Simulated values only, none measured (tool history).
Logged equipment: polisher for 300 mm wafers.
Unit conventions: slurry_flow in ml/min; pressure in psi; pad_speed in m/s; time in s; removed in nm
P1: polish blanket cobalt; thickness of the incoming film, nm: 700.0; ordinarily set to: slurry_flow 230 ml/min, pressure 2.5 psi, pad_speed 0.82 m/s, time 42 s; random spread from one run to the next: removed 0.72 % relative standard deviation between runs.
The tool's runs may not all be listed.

run	hour	slurry_flow	pressure	pad_speed	time	removed
1	16.1	230	2.5	0.82	42	186.290
2	27.5	140	2.5	0.82	42	171.850
3	41.4	230	2.5	0.82	66	287.850
4	55.7	230	3.7	0.82	42	271.830
5	66.2	230	2.5	0.82	42	183.020
6	74.0	230	2.5	0.82	42	182.460
7	84.4	230	2.5	0.82	42	183.130
8	96.6	230	2.5	1.28	42	286.250
9	105.1	150	2.5	0.82	66	275.150
10	121.8	325	2.5	0.82	42	188.060
11	137.7	230	1.7	0.82	42	125.800
12	146.3	230	2.5	0.82	42	186.270
# hour 155.1: worn pad replaced by a new one
13	161.4	155	3.6	0.82	42	250.410
14	177.2	230	1.4	0.82	23	56.421
15	188.6	230	2.5	0.38	42	85.019
16	205.2	230	2.5	0.82	24	105.440
17	217.6	230	2.5	0.82	42	184.060
18	225.3	230	2.5	0.82	42	183.340
19	235.1	230	2.5	0.82	42	180.640
20	243.4	230	2.5	0.82	42	178.580
21	254.7	230	2.5	0.82	42	177.690
# hour 263.4: worn pad replaced by a new one
22	267.3	230	2.5	0.82	42	177.750
23	278.1	230	2.5	0.82	42	174.740
24	288.4	230	2.5	0.82	42	176.620
25	296.6	230	2.5	0.82	42	176.130
26	313.4	230	2.5	0.82	42	174.370
27	321.8	230	2.5	0.82	42	173.630
28	332.9	230	2.5	0.82	42	174.380

P1 no longer gives what it gave before; its output has crept away from where it was. The following 2 causes, each at its listed size, fit the log equally well:
A: slurry flow missing at the pad, % = 29.8
B: head's pressure below its setpoint, % = 4.74
At approximately hour 225.3, the process output began to creep.
The rest of the possible causes, and what rules out each one:
removal rate lost through wear of the pad, %: work on it at hour 263.4, done after the drift set in, did not restore what the process gave before

Of the 4 check runs below, each run on 5 wafers with the results averaged and each result still a question mark, which one would tell the listed causes apart?
check 1	344.0	230	3.3	0.82	42	?
check 2	344.0	150	2.5	0.82	42	?
check 3	344.0	230	2.5	0.54	63	?
check 4	344.0	230	2.5	0.56	42	?

What each check would give under each cause:
check	result	if A	if B
check 1	removed	231.350	231.360
check 2	removed	161.080	164.920
check 3	removed	173.130	173.130
check 4	removed	119.690	119.700
Separation of the two closest causes in each check, using whichever result separates them best: check 1 0 %; check 2 2.35 %; check 3 0 %; check 4 0 %
Check 2 tells the causes apart: in the others they would give nearly the same result.

The results of check 2 are: removed 161.770 nm. Based on these, which of the listed causes is it?

It is A: slurry flow missing at the pad, %.
